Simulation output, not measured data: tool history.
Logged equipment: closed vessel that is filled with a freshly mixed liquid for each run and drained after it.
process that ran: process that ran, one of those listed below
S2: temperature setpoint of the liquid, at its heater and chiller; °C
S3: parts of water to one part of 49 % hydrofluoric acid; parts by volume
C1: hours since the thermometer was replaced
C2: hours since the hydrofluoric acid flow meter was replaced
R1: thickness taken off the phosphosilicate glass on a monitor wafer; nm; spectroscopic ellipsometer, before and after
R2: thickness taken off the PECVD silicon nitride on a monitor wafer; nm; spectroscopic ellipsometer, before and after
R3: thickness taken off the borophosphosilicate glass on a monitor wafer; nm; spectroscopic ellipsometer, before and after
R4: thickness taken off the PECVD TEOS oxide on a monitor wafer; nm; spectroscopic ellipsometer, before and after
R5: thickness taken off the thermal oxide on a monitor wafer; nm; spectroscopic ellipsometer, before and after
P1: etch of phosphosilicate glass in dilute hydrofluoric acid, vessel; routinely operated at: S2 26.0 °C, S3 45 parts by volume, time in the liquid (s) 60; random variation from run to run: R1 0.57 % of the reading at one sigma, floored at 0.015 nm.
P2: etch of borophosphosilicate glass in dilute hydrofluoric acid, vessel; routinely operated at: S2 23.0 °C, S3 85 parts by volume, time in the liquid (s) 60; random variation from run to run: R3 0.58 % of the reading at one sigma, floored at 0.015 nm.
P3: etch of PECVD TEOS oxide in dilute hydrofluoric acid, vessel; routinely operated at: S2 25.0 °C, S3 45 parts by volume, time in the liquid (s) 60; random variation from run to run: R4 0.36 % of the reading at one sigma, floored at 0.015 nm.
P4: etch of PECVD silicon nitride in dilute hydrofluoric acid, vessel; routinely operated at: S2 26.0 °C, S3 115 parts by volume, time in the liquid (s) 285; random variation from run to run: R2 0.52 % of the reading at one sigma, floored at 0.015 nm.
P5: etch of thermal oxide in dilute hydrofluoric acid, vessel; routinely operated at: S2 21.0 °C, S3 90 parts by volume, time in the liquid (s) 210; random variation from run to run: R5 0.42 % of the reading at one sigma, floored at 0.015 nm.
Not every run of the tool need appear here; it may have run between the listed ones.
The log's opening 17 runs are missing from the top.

Run 18, hour 177.7: process that ran P4, S2 26.0 °C, S3 20 parts by volume, time in the liquid (s) 285; C1 1505.0; C2 868.1. Result: R2 88.427 nm.
Run 19, hour 183.4: process that ran P1, S2 26.0 °C, S3 45 parts by volume, time in the liquid (s) 60; C1 1510.7; C2 873.8. Result: R1 120.200 nm.
Run 20, hour 191.1: process that ran P3, S2 25.0 °C, S3 45 parts by volume, time in the liquid (s) 100; C1 1518.4; C2 881.5. Result: R4 39.627 nm.
Run 21, hour 202.7: process that ran P1, S2 33.0 °C, S3 45 parts by volume, time in the liquid (s) 60; C1 1530.0; C2 893.1. Result: R1 158.530 nm.
Run 22, hour 213.4: process that ran P1, S2 26.0 °C, S3 45 parts by volume, time in the liquid (s) 60; C1 1540.7; C2 903.8. Result: R1 121.070 nm.
Run 23, hour 225.5: process that ran P5, S2 21.0 °C, S3 90 parts by volume, time in the liquid (s) 210; C1 1552.8; C2 915.9. Result: R5 10.0280 nm.
At hour 227.0: thermometer replaced.
Run 24, hour 233.4: process that ran P1, S2 26.0 °C, S3 45 parts by volume, time in the liquid (s) 60; C1 6.5; C2 923.8. Result: R1 121.290 nm.
Run 25, hour 242.9: process that ran P2, S2 17.0 °C, S3 85 parts by volume, time in the liquid (s) 60; C1 16.0; C2 933.3. Result: R3 17.071 nm.
Run 26, hour 250.3: process that ran P3, S2 25.0 °C, S3 20 parts by volume, time in the liquid (s) 60; C1 23.4; C2 940.7. Result: R4 55.331 nm.
Run 27, hour 256.8: process that ran P1, S2 26.0 °C, S3 45 parts by volume, time in the liquid (s) 35; C1 29.9; C2 947.2. Result: R1 69.997 nm.
Run 28, hour 262.5: process that ran P3, S2 25.0 °C, S3 45 parts by volume, time in the liquid (s) 60; C1 35.6; C2 952.9. Result: R4 23.748 nm.
Run 29, hour 272.6: process that ran P5, S2 21.0 °C, S3 90 parts by volume, time in the liquid (s) 65; C1 45.7; C2 963.0. Result: R5 3.0912 nm.
Run 30, hour 281.7: process that ran P1, S2 22.5 °C, S3 70 parts by volume, time in the liquid (s) 60; C1 54.8; C2 972.1. Result: R1 64.782 nm.
Run 31, hour 292.6: process that ran P2, S2 23.0 °C, S3 85 parts by volume, time in the liquid (s) 60; C1 65.7; C2 983.0. Result: R3 21.890 nm.
Run 32, hour 300.7: process that ran P3, S2 29.0 °C, S3 45 parts by volume, time in the liquid (s) 60; C1 73.8; C2 991.1. Result: R4 27.873 nm.
Run 33, hour 310.1: process that ran P4, S2 26.0 °C, S3 115 parts by volume, time in the liquid (s) 285; C1 83.2; C2 1000.5. Result: R2 16.300 nm.
Run 34, hour 319.6: process that ran P4, S2 21.5 °C, S3 115 parts by volume, time in the liquid (s) 285; C1 92.7; C2 1010.0. Result: R2 12.071 nm.
Run 35, hour 327.0: process that ran P1, S2 26.0 °C, S3 45 parts by volume, time in the liquid (s) 60; C1 100.1; C2 1017.4. Result: R1 120.420 nm.
Run 36, hour 336.3: process that ran P1, S2 26.0 °C, S3 45 parts by volume, time in the liquid (s) 60; C1 109.4; C2 1026.7. Result: R1 126.250 nm.
Run 37, hour 343.3: process that ran P1, S2 26.0 °C, S3 45 parts by volume, time in the liquid (s) 60; C1 116.4; C2 1033.7. Result: R1 126.770 nm.
Run 38, hour 352.7: process that ran P1, S2 26.0 °C, S3 45 parts by volume, time in the liquid (s) 60; C1 125.8; C2 1043.1. Result: R1 130.250 nm.
Run 39, hour 358.7: process that ran P1, S2 26.0 °C, S3 45 parts by volume, time in the liquid (s) 60; C1 131.8; C2 1049.1. Result: R1 131.420 nm.
Run 40, hour 368.7: process that ran P1, S2 26.0 °C, S3 45 parts by volume, time in the liquid (s) 60; C1 141.8; C2 1059.1. Result: R1 132.110 nm.

What does the tool deliver on the next run?
Run 41, hour 380.2: process that ran P1, S2 26.0 °C, S3 45 parts by volume, time in the liquid (s) 60; C1 153.3; C2 1070.6. Result: R1 ?.

Run 41 gave R1 130.260 nm.

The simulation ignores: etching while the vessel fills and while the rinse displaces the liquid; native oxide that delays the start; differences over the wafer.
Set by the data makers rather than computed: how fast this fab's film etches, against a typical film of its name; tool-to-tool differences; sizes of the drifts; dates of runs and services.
